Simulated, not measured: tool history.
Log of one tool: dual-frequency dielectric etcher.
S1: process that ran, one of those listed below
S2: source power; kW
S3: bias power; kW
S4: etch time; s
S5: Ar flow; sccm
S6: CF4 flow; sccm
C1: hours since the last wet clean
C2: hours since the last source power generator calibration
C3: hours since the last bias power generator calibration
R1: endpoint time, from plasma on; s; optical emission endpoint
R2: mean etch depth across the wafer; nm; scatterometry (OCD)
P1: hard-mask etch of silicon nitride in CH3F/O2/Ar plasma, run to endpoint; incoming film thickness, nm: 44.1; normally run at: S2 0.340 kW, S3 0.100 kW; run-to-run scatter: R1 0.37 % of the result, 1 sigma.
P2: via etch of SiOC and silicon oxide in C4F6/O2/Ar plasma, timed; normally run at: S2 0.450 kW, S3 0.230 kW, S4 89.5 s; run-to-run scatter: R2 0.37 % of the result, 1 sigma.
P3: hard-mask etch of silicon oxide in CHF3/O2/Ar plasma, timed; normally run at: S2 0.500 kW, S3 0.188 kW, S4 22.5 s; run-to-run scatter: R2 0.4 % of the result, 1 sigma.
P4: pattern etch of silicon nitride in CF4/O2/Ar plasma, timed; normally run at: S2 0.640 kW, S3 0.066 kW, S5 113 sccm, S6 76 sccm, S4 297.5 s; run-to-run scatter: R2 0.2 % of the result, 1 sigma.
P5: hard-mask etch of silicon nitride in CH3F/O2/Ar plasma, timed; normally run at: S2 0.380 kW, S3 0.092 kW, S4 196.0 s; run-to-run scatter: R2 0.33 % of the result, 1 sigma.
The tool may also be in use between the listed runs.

run 1 hour=6.9 | S1=P1 S2=0.340 S3=0.100 | C1=178.0 C2=1232.5 C3=807.2 | R1=59.918
run 2 hour=12.9 | S1=P3 S2=0.620 S3=0.188 S4=22.5 | C1=184.0 C2=1238.5 C3=813.2 | R2=44.110
run 3 hour=22.8 | S1=P2 S2=0.450 S3=0.285 S4=89.5 | C1=193.9 C2=1248.4 C3=823.1 | R2=129.850
run 4 hour=30.3 | S1=P4 S2=0.640 S3=0.066 S4=297.5 S5=113 S6=76 | C1=201.4 C2=1255.9 C3=830.6 | R2=747.200
run 5 hour=41.3 | S1=P4 S2=0.640 S3=0.066 S4=297.5 S5=113 S6=60 | C1=212.4 C2=1266.9 C3=841.6 | R2=725.060
run 6 hour=52.4 | S1=P5 S2=0.380 S3=0.070 S4=196.0 | C1=223.5 C2=1278.0 C3=852.7 | R2=137.980
-- hour=59.6 bias power generator calibrated
run 7 hour=61.8 | S1=P4 S2=0.640 S3=0.066 S4=297.5 S5=135 S6=76 | C1=232.9 C2=1287.4 C3=2.2 | R2=728.120
run 8 hour=67.7 | S1=P1 S2=0.450 S3=0.100 | C1=238.8 C2=1293.3 C3=8.1 | R1=54.344
run 9 hour=75.7 | S1=P1 S2=0.450 S3=0.131 | C1=246.8 C2=1301.3 C3=16.1 | R1=49.160
run 10 hour=82.8 | S1=P1 S2=0.340 S3=0.100 | C1=253.9 C2=1308.4 C3=23.2 | R1=60.178
run 11 hour=88.1 | S1=P2 S2=0.450 S3=0.230 S4=59.5 | C1=259.2 C2=1313.7 C3=28.5 | R2=79.893
run 12 hour=97.3 | S1=P5 S2=0.380 S3=0.092 S4=110.5 | C1=268.4 C2=1322.9 C3=37.7 | R2=85.110
run 13 hour=107.8 | S1=P4 S2=0.490 S3=0.066 S4=297.5 S5=113 S6=76 | C1=278.9 C2=1333.4 C3=48.2 | R2=596.870
run 14 hour=118.1 | S1=P4 S2=0.640 S3=0.087 S4=297.5 S5=113 S6=76 | C1=289.2 C2=1343.7 C3=58.5 | R2=839.750
run 15 hour=123.9 | S1=P4 S2=0.640 S3=0.066 S4=442.0 S5=113 S6=76 | C1=295.0 C2=1349.5 C3=64.3 | R2=1109.300
run 16 hour=130.1 | S1=P3 S2=0.500 S3=0.188 S4=22.5 | C1=301.2 C2=1355.7 C3=70.5 | R2=40.565
run 17 hour=137.7 | S1=P5 S2=0.380 S3=0.092 S4=196.0 | C1=308.8 C2=1363.3 C3=78.1 | R2=151.760
run 18 hour=145.3 | S1=P3 S2=0.500 S3=0.188 S4=28.0 | C1=316.4 C2=1370.9 C3=85.7 | R2=50.572
run 19 hour=154.4 | S1=P1 S2=0.340 S3=0.119 | C1=325.5 C2=1380.0 C3=94.8 | R1=56.677
run 20 hour=164.1 | S1=P1 S2=0.340 S3=0.100 | C1=335.2 C2=1389.7 C3=104.5 | R1=60.055
run 21 hour=173.7 | S1=P1 S2=0.340 S3=0.062 | C1=344.8 C2=1399.3 C3=114.1 | R1=71.861
run 22 hour=181.7 | S1=P1 S2=0.390 S3=0.065 | C1=352.8 C2=1407.3 C3=122.1 | R1=66.752
run 23 hour=193.0 | S1=P1 S2=0.340 S3=0.100 | C1=364.1 C2=1418.6 C3=133.4 | R1=60.281
run 24 hour=198.1 | S1=P3 S2=0.500 S3=0.264 S4=22.5 | C1=369.2 C2=1423.7 C3=138.5 | R2=45.851
run 25 hour=206.6 | S1=P2 S2=0.320 S3=0.230 S4=89.5 | C1=377.7 C2=1432.2 C3=147.0 | R2=105.550
run 26 hour=214.3 | S1=P5 S2=0.240 S3=0.092 S4=196.0 | C1=385.4 C2=1439.9 C3=154.7 | R2=128.500
run 27 hour=223.7 | S1=P1 S2=0.280 S3=0.100 | C1=394.8 C2=1449.3 C3=164.1 | R1=64.494
run 28 hour=229.8 | S1=P1 S2=0.410 S3=0.117 | C1=400.9 C2=1455.4 C3=170.2 | R1=52.911
run 29 hour=240.4 | S1=P1 S2=0.340 S3=0.100 | C1=411.5 C2=1466.0 C3=180.8 | R1=60.508
run 30 hour=246.8 | S1=P3 S2=0.500 S3=0.188 S4=22.5 | C1=417.9 C2=1472.4 C3=187.2 | R2=40.416
run 31 hour=252.4 | S1=P4 S2=0.640 S3=0.066 S4=297.5 S5=113 S6=76 | C1=423.5 C2=1478.0 C3=192.8 | R2=747.950
run 32 hour=262.4 | S1=P2 S2=0.450 S3=0.230 S4=89.5 | C1=433.5 C2=1488.0 C3=202.8 | R2=121.100
run 33 hour=273.4 | S1=P1 S2=0.340 S3=0.100 | C1=444.5 C2=1499.0 C3=213.8 | R1=60.015
run 34 hour=280.2 | S1=P1 S2=0.340 S3=0.100 | C1=451.3 C2=1505.8 C3=220.6 | R1=60.632
run 35 hour=289.9 | S1=P1 S2=0.340 S3=0.100 | C1=461.0 C2=1515.5 C3=230.3 | R1=60.734
run 36 hour=301.0 | S1=P1 S2=0.340 S3=0.100 | C1=472.1 C2=1526.6 C3=241.4 | R1=61.086
run 37 hour=310.5 | S1=P1 S2=0.340 S3=0.100 | C1=481.6 C2=1536.1 C3=250.9 | R1=60.974
-- hour=314.3 wet clean of the chamber
run 38 hour=315.9 | S1=P1 S2=0.340 S3=0.100 | C1=1.7 C2=1541.5 C3=256.3 | R1=61.339
run 39 hour=322.0 | S1=P1 S2=0.340 S3=0.100 | C1=7.8 C2=1547.6 C3=262.4 | R1=61.327
run 40 hour=328.1 | S1=P1 S2=0.340 S3=0.100 | C1=13.9 C2=1553.7 C3=268.5 | R1=61.155
run 41 hour=333.1 | S1=P1 S2=0.340 S3=0.100 | C1=18.9 C2=1558.7 C3=273.5 | R1=61.250
run 42 hour=340.7 | S1=P1 S2=0.340 S3=0.100 | C1=26.5 C2=1566.3 C3=281.1 | R1=61.508
run 43 hour=349.8 | S1=P1 S2=0.340 S3=0.100 | C1=35.6 C2=1575.4 C3=290.2 | R1=61.399

What P1 gives has crept away from where it was. These 2 causes fit the log equally well, each at the size given:
A: bias power that arrives under what is set, % = 4.9
B: source power that arrives under what is set, % = 4.88
The creep began at about hour 273.4.
Why every other cause is out:
chamber walls in a state that lowers the etch rate, %: serviced at hour 314.3, which brought nothing back

4 check runs are offered, one wafer each, their results left as question marks. Which one tells the causes apart?
run check 1 hour=358.9 | S1=P3 S2=0.500 S3=0.258 S4=22.5 | R2=?
run check 2 hour=358.9 | S1=P4 S2=0.640 S3=0.066 S4=416.5 S5=113 S6=76 | R2=?
run check 3 hour=358.9 | S1=P5 S2=0.280 S3=0.092 S4=196.0 | R2=?
run check 4 hour=358.9 | S1=P2 S2=0.370 S3=0.230 S4=73.0 | R2=?

What each check would give under each cause:
check=check_1 result=R2 if_A=44.526 if_B=44.503
check=check_2 result=R2 if_A=1024.700 if_B=1001.700
check=check_3 result=R2 if_A=133.230 if_B=133.220
check=check_4 result=R2 if_A=89.950 if_B=89.763
How far apart the two closest causes lie, in the result that separates them most: check 1 0.05 %; check 2 2.27 %; check 3 0 %; check 4 0.21 %
Only check 2 tells the causes apart: in the others they would give nearly the same result.

Check 2 was then run and gave: R2 1000.500 nm. Which cause is it?

It is B: source power that arrives under what is set, %.
